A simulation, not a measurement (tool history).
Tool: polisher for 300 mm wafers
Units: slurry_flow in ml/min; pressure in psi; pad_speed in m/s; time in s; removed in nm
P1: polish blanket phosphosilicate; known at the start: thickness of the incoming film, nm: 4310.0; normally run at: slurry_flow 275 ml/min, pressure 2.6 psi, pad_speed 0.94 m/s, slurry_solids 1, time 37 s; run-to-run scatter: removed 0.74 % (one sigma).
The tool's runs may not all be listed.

run	hour	slurry_flow	pressure	pad_speed	slurry_solids	time	wafers polished on this pad	hours since the slurry nozzle was cleaned	hours since the head pressure was calibrated	hours since the slurry blender was calibrated	hours since the conditioning disc was replaced	removed
1	10.2	275	2.6	0.94	1	37	611	224.9	206.6	77.3	188.7	249.99
2	22.1	275	2.6	0.94	1	17	772	236.8	218.5	89.2	200.6	113.78
3	35	275	2.6	0.94	1	50	946	249.7	231.4	102.1	213.5	333.45
4	48.2	275	2.6	1.42	1	37	1125	262.9	244.6	115.3	226.7	344.22
5	59	275	1.2	0.94	1	37	1271	273.7	255.4	126.1	237.5	114.03
6	69	275	2.6	0.94	1	37	1406	283.7	265.4	136.1	247.5	244.65
7	75.9	195	2.6	0.94	1	37	1499	290.6	272.3	143	254.4	238.64
8	83	275	2.6	0.94	1	37	1595	297.7	279.4	150.1	261.5	246
9	93.2	275	3.5	0.48	1	37	1733	307.9	289.6	160.3	271.7	195.2
10	103.7	275	2.6	0.94	1.35	37	1875	318.4	300.1	170.8	282.2	280.75
11	114.1	275	2.6	0.94	0.6	37	2015	328.8	310.5	181.2	292.6	188.31
12	125.3	275	3.9	0.94	1	37	2167	340	321.7	192.4	303.8	368.79
13	136.7	380	2.6	0.94	1	37	2321	351.4	333.1	203.8	315.2	256.33
14	148.7	275	2.6	0.42	1	37	2483	363.4	345.1	215.8	327.2	130.06
15	155.5	275	2.6	0.94	1	37	2575	370.2	351.9	222.6	334	249.28
16	163.9	275	2.6	0.94	1	37	2688	378.6	360.3	231	342.4	248.45
17	177.2	275	2.6	0.94	1	37	2868	391.9	373.6	244.3	355.7	245.67
18	191.5	275	2.6	0.94	1	37	3061	406.2	387.9	258.6	370	247.26
19	199.3	275	2.6	0.94	1	37	3167	414	395.7	266.4	377.8	234.28

Forecast run 20:
20	208.7	275	2.6	0.94	1	37	3294	423.4	405.1	275.8	387.2	?

Run 20 gave removed 232.06 nm.
